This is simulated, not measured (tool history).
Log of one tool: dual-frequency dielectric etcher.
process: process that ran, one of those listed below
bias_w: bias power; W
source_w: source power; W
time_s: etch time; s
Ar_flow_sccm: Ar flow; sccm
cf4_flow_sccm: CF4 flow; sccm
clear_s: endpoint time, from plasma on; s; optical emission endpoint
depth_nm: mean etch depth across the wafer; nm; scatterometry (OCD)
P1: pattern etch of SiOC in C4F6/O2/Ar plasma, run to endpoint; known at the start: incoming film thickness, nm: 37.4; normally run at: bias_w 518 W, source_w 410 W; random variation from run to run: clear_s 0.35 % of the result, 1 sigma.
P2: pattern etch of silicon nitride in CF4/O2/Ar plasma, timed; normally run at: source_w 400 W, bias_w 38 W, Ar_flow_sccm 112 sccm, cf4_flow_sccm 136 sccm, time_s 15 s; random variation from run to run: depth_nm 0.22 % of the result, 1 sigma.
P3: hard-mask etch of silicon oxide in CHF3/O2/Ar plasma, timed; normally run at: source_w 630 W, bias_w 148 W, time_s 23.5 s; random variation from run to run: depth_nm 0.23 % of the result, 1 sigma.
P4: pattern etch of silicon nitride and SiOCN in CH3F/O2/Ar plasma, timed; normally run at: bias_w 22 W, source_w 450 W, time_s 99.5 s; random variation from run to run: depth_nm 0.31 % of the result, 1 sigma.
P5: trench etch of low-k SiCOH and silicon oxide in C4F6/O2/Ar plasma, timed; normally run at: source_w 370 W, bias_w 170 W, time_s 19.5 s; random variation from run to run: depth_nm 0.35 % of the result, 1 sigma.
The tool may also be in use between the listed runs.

run,hour,process,bias_w,source_w,time_s,Ar_flow_sccm,cf4_flow_sccm,clear_s,depth_nm
1,15.9,P1,518,410,,,,12.365,
2,29,P3,148,630,23.5,,,,42.749
3,43.3,P5,239,370,19.5,,,,59.824
4,59.9,P5,170,370,19.5,,,,53.279
5,68.4,P2,38,400,15,112,136,,21.557
6,86.1,P1,430,560,,,,11.715,
7,102.2,P2,38,400,11.5,112,136,,16.464
8,114.6,P1,518,320,,,,13.464,
9,123.5,P4,22,450,129.5,,,,17.23
10,140.5,P4,22,290,99.5,,,,11.35
11,156.1,P2,38,400,15,112,136,,21.565
12,170.3,P5,170,370,11,,,,30.054
13,183.8,P2,38,480,15,112,136,,25.269
14,196,P2,38,400,15,112,101,,20.719
15,212.1,P3,110,630,23.5,,,,38.946
16,226.6,P3,148,630,13.5,,,,24.638
17,234.9,P5,170,450,19.5,,,,57.637
18,247.8,P2,31,400,15,112,136,,20.171
19,256.5,P1,518,510,,,,11.344,
20,268.7,P1,327,410,,,,14.481,
21,278.4,P4,22,450,99.5,,,,13.277
22,287.2,P4,13,450,99.5,,,,10.575
23,297.6,P1,518,410,,,,12.291,
24,314.6,P4,22,450,99.5,,,,13.268
25,326.7,P1,518,410,,,,12.33,
26,341.8,P1,728,410,,,,10.826,
27,355.3,P1,518,410,,,,12.318,
28,365.8,P3,148,630,23.5,,,,42.758
29,374.2,P2,38,400,15,138,136,,21.005
30,383.8,P3,148,830,23.5,,,,47.51
31,392.6,P1,518,410,,,,12.357,
32,400.9,P1,518,410,,,,12.404,
33,411.8,P1,518,410,,,,12.41,
# hour 427.5: wet clean of the chamber
34,429.9,P1,518,410,,,,12.473,
35,441.8,P1,518,410,,,,12.525,
36,453.1,P1,518,410,,,,12.462,
37,464.5,P1,518,410,,,,12.518,
38,477.3,P1,518,410,,,,12.505,
39,487.2,P1,518,410,,,,12.486,

What P1 gives has crept away from where it was. These 2 causes fit the log equally well, each at the size given:
A: source power that arrives under what is set, % = 4.58
B: bias power that arrives under what is set, % = 4.52
The creep began at about hour 392.6.
Why every other cause is out:
chamber walls in a state that lowers the etch rate, %: serviced at hour 427.5, which brought nothing back

4 check runs are offered, one wafer each, their results left as question marks. Which one tells the causes apart?
check 1,497.1,P4,22,450,99.5,,,,?
check 2,497.1,P3,148,630,23.5,,,,?
check 3,497.1,P5,170,370,19.5,,,,?
check 4,497.1,P2,38,400,15,112,136,,?

What each check would give under each cause:
check,result,if A,if B
check 1,depth_nm,13.019,12.967
check 2,depth_nm,42.078,42.22
check 3,depth_nm,52.494,52.696
check 4,depth_nm,20.697,21.224
How far apart the two closest causes lie, in the result that separates them most: check 1 0.4 %; check 2 0.34 %; check 3 0.38 %; check 4 2.51 %
Only check 4 tells the causes apart: in the others they would give nearly the same result.

Then check 4 was run and gave: depth_nm 21.189 nm. Which cause is it?

It is B: bias power that arrives under what is set, %.

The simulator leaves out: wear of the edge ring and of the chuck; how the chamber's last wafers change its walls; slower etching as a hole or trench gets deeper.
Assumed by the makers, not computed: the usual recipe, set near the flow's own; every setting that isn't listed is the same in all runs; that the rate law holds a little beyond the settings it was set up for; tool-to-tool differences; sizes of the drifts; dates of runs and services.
